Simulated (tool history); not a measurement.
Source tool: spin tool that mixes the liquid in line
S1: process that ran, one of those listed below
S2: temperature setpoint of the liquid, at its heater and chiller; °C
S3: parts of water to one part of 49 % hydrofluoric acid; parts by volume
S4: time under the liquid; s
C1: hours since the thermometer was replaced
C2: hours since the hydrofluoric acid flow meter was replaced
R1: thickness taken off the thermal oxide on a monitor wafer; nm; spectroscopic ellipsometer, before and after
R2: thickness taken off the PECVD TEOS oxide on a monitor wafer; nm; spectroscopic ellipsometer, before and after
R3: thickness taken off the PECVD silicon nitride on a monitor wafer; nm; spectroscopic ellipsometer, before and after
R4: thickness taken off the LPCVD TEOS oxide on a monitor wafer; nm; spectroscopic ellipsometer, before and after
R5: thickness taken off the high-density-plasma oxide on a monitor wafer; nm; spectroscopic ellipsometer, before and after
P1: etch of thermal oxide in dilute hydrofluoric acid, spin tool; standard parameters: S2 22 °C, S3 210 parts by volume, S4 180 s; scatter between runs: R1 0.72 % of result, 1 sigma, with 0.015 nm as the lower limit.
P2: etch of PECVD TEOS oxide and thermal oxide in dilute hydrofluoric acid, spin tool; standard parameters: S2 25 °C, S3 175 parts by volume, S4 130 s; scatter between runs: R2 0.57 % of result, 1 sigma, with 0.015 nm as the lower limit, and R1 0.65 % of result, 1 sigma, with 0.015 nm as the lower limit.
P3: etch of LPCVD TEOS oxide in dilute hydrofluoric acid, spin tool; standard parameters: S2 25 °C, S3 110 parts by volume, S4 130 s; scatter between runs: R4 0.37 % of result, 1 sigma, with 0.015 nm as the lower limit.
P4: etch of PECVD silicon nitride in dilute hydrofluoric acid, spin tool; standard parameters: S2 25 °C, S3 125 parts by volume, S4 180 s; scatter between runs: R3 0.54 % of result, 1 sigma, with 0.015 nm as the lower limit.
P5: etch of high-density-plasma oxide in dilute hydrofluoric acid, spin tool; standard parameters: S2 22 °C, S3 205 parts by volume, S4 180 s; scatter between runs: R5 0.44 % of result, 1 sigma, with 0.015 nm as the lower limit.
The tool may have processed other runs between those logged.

Run 1, day 0.192: S1 P1, S2 22 °C, S3 210 parts by volume, S4 180 s; C1 962.4; C2 208. Result: R1 3.38 nm.
Run 2, day 0.308: S1 P2, S2 25 °C, S3 175 parts by volume, S4 130 s; C1 965.2; C2 210.8. Result: R1 3.5743 nm, R2 8.3097 nm.
Run 3, day 0.438: S1 P1, S2 22 °C, S3 210 parts by volume, S4 35 s; C1 968.3; C2 213.9. Result: R1 0.68464 nm.
Run 4, day 0.621: S1 P2, S2 25 °C, S3 175 parts by volume, S4 130 s; C1 972.7; C2 218.3. Result: R1 3.6013 nm, R2 8.3315 nm.
Run 5, day 0.754: S1 P4, S2 31.5 °C, S3 125 parts by volume, S4 180 s; C1 975.9; C2 221.5. Result: R3 7.7631 nm.
Run 6, day 0.904: S1 P3, S2 30.5 °C, S3 110 parts by volume, S4 130 s; C1 979.5; C2 225.1. Result: R4 35.696 nm.
Run 7, day 1.058: S1 P1, S2 22 °C, S3 210 parts by volume, S4 180 s; C1 983.2; C2 228.8. Result: R1 3.4547 nm.
Run 8, day 1.154: S1 P4, S2 25 °C, S3 125 parts by volume, S4 180 s; C1 985.5; C2 231.1. Result: R3 5.2487 nm.
Run 9, day 1.325: S1 P3, S2 25 °C, S3 180 parts by volume, S4 130 s; C1 989.6; C2 235.2. Result: R4 16.251 nm.
Run 10, day 1.512: S1 P1, S2 22 °C, S3 295 parts by volume, S4 180 s; C1 994.1; C2 239.7. Result: R1 2.2346 nm.
Run 11, day 1.6: S1 P5, S2 22 °C, S3 205 parts by volume, S4 180 s; C1 996.2; C2 241.8. Result: R5 6.6745 nm.
Run 12, day 1.746: S1 P1, S2 22 °C, S3 210 parts by volume, S4 180 s; C1 999.7; C2 245.3. Result: R1 3.4083 nm.
Run 13, day 1.929: S1 P1, S2 22 °C, S3 210 parts by volume, S4 180 s; C1 1004.1; C2 249.7. Result: R1 3.381 nm.
Run 14, day 2.05: S1 P5, S2 22 °C, S3 205 parts by volume, S4 275 s; C1 1007; C2 252.6. Result: R5 10.199 nm.
Run 15, day 2.188: S1 P1, S2 22 °C, S3 85 parts by volume, S4 15 s; C1 1010.3; C2 255.9. Result: R1 0.8229 nm.
Run 16, day 2.317: S1 P2, S2 25 °C, S3 80 parts by volume, S4 130 s; C1 1013.4; C2 259. Result: R1 8.8808 nm, R2 20.32 nm.
Run 17, day 2.45: S1 P4, S2 25 °C, S3 125 parts by volume, S4 260 s; C1 1016.6; C2 262.2. Result: R3 7.5596 nm.
Run 18, day 2.596: S1 P1, S2 29.5 °C, S3 210 parts by volume, S4 180 s; C1 1020.1; C2 265.7. Result: R1 4.3881 nm.
Run 19, day 2.771: S1 P2, S2 17.5 °C, S3 175 parts by volume, S4 130 s; C1 1024.3; C2 269.9. Result: R1 2.7043 nm, R2 6.1979 nm.
Run 20, day 2.871: S1 P3, S2 25 °C, S3 110 parts by volume, S4 130 s; C1 1026.7; C2 272.3. Result: R4 28.815 nm.
Run 21, day 3.046: S1 P3, S2 25 °C, S3 110 parts by volume, S4 65 s; C1 1030.9; C2 276.5. Result: R4 14.429 nm.
Run 22, day 3.158: S1 P5, S2 22 °C, S3 55 parts by volume, S4 180 s; C1 1033.6; C2 279.2. Result: R5 29.677 nm.
Run 23, day 3.304: S1 P1, S2 17 °C, S3 210 parts by volume, S4 180 s; C1 1037.1; C2 282.7. Result: R1 2.8069 nm.
Run 24, day 3.496: S1 P4, S2 25 °C, S3 195 parts by volume, S4 180 s; C1 1041.7; C2 287.3. Result: R3 3.324 nm.
Run 25, day 3.683: S1 P1, S2 22 °C, S3 80 parts by volume, S4 180 s; C1 1046.2; C2 291.8. Result: R1 10.359 nm.
Run 26, day 3.779: S1 P1, S2 22 °C, S3 210 parts by volume, S4 180 s; C1 1048.5; C2 294.1. Result: R1 3.3797 nm.
Run 27, day 3.871: S1 P1, S2 22 °C, S3 210 parts by volume, S4 180 s; C1 1050.7; C2 296.3. Result: R1 3.3795 nm.
Run 28, day 4.029: S1 P3, S2 25 °C, S3 110 parts by volume, S4 130 s; C1 1054.5; C2 300.1. Result: R4 28.789 nm.
Run 29, day 4.188: S1 P5, S2 27 °C, S3 205 parts by volume, S4 180 s; C1 1058.3; C2 303.9. Result: R5 8.063 nm.
Run 30, day 4.317: S1 P1, S2 22 °C, S3 210 parts by volume, S4 270 s; C1 1061.4; C2 307. Result: R1 5.1738 nm.
Run 31, day 4.45: S1 P2, S2 25 °C, S3 175 parts by volume, S4 15 s; C1 1064.6; C2 310.2. Result: R1 0.43631 nm, R2 0.96597 nm.
Run 32, day 4.617: S1 P1, S2 22 °C, S3 210 parts by volume, S4 180 s; C1 1068.6; C2 314.2. Result: R1 3.3972 nm.
Run 33, day 4.75: S1 P1, S2 22 °C, S3 210 parts by volume, S4 180 s; C1 1071.8; C2 317.4. Result: R1 3.2599 nm.
Run 34, day 4.896: S1 P1, S2 22 °C, S3 210 parts by volume, S4 180 s; C1 1075.3; C2 320.9. Result: R1 3.2451 nm.
Run 35, day 5.05: S1 P1, S2 22 °C, S3 210 parts by volume, S4 180 s; C1 1079; C2 324.6. Result: R1 3.1754 nm.
Run 36, day 5.229: S1 P1, S2 22 °C, S3 210 parts by volume, S4 180 s; C1 1083.3; C2 328.9. Result: R1 3.1811 nm.
Run 37, day 5.4: S1 P1, S2 22 °C, S3 210 parts by volume, S4 180 s; C1 1087.4; C2 333. Result: R1 3.1305 nm.
Run 38, day 5.596: S1 P1, S2 22 °C, S3 210 parts by volume, S4 180 s; C1 1092.1; C2 337.7. Result: R1 3.1335 nm.

P1 no longer gives what it gave before; its output has crept away from where it was. The following 2 causes, each at its listed size, fit the log equally well:
A: hydrofluoric acid flow below the setpoint (%) = 6.64
B: liquid colder than its thermometer reads (K) = 2.21
The creep began at about day 4.617.

4 check runs are offered, one wafer each, their results left as question marks. Which one tells the causes apart?
Run check 1, day 5.792: S1 P4, S2 25 °C, S3 125 parts by volume, S4 180 s. Result: R3 ?.
Run check 2, day 5.792: S1 P2, S2 25 °C, S3 175 parts by volume, S4 130 s. Result: R1 ?, R2 ?.
Run check 3, day 5.792: S1 P5, S2 22 °C, S3 205 parts by volume, S4 180 s. Result: R5 ?.
Run check 4, day 5.792: S1 P3, S2 25 °C, S3 110 parts by volume, S4 130 s. Result: R4 ?.

Outcome of each check run for each possible cause:
  check  result    if A    if B
check 1      R3  4.8453  4.4906
check 2      R1  3.3225  3.3211
check 2      R2  7.6322  7.6289
check 3      R5   6.143  6.1383
check 4      R4  26.688  26.456
Distance between the nearest two causes, measured in the result of the check that separates them most: check 1 7.6 %; check 2 0.04 %; check 3 0.08 %; check 4 0.87 %
Check 1 tells the causes apart: in the others they would give nearly the same result.

Here is what check 1 returned: R3 4.842 nm. Which cause is it?

Of the candidate causes, it is A: hydrofluoric acid flow below the setpoint (%).
